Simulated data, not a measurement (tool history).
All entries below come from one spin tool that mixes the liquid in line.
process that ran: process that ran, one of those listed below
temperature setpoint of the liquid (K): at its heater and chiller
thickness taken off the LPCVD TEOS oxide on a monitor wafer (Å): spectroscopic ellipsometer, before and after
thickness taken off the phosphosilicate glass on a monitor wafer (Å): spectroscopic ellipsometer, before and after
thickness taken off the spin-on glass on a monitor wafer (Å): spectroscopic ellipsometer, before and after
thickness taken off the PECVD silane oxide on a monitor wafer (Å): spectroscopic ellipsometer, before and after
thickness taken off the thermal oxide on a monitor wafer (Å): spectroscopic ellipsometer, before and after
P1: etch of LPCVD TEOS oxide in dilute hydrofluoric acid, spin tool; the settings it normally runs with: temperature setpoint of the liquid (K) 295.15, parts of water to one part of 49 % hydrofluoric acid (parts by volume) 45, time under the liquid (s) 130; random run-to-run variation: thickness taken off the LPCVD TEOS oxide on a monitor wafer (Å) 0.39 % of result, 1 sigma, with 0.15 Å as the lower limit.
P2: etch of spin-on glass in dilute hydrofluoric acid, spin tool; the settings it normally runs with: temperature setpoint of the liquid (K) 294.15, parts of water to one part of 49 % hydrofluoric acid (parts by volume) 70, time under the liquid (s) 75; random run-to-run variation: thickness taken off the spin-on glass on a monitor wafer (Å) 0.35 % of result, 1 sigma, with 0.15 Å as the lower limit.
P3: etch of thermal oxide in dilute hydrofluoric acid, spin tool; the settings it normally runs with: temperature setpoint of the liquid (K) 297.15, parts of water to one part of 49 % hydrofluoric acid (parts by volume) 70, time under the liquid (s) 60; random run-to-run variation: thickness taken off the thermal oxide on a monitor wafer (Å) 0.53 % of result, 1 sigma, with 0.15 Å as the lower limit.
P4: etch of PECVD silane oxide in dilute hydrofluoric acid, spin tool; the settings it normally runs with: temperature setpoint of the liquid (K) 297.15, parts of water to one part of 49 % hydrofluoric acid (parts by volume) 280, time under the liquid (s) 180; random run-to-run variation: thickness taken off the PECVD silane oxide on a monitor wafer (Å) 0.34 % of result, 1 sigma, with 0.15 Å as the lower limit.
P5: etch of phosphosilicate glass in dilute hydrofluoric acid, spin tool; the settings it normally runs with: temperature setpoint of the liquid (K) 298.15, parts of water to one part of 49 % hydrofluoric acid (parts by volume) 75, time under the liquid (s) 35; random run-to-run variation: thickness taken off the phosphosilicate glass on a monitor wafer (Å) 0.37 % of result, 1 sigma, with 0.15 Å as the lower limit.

run,hour,process that ran,temperature setpoint of the liquid (K),parts of water to one part of 49 % hydrofluoric acid (parts by volume),time under the liquid (s),hours since the thermometer was replaced,hours since the hydrofluoric acid flow meter was replaced,thickness taken off the LPCVD TEOS oxide on a monitor wafer (Å),thickness taken off the phosphosilicate glass on a monitor wafer (Å),thickness taken off the spin-on glass on a monitor wafer (Å),thickness taken off the PECVD silane oxide on a monitor wafer (Å),thickness taken off the thermal oxide on a monitor wafer (Å)
1,4.7,P1,295.15,45,130,582.5,603.0,483.200,,,,
2,12.3,P5,298.15,135,35,590.1,610.6,,222.92,,,
3,16.5,P2,294.15,40,75,594.3,614.8,,,647.18,,
4,23.2,P1,290.15,45,130,601.0,621.5,389.150,,,,
5,29.1,P2,294.15,70,35,606.9,627.4,,,166.83,,
6,35.1,P5,298.15,75,50,612.9,633.4,,621.01,,,
7,41.1,P1,295.15,20,130,618.9,639.4,1120.200,,,,
8,44.7,P4,297.15,280,45,622.5,643.0,,,,56.368,
9,49.1,P3,297.15,95,60,626.9,647.4,,,,,29.994
10,53.4,P5,298.15,75,35,631.2,651.7,,436.85,,,
11,57.4,P3,293.15,70,60,635.2,655.7,,,,,35.724
12,64.0,P1,290.15,20,130,641.8,662.3,901.050,,,,
13,70.7,P1,295.15,75,130,648.5,669.0,277.370,,,,
14,76.0,P1,295.15,45,130,653.8,674.3,481.780,,,,
15,79.3,P2,294.15,70,75,657.1,677.6,,,355.65,,
16,84.4,P1,295.15,45,15,662.2,682.7,55.567,,,,
# hour 87.9: thermometer replaced
17,89.3,P1,295.15,45,215,1.4,687.6,801.060,,,,
18,94.3,P3,297.15,70,95,6.4,692.6,,,,,66.276
19,99.6,P2,302.15,70,75,11.7,697.9,,,489.18,,

Run 20, settings as shown, results not yet in. Your forecast:
20,104.2,P4,297.15,280,180,16.3,702.5,,,,?,

{"run 20": {"thickness taken off the PECVD silane oxide on a monitor wafer (Å)": 225.01}}

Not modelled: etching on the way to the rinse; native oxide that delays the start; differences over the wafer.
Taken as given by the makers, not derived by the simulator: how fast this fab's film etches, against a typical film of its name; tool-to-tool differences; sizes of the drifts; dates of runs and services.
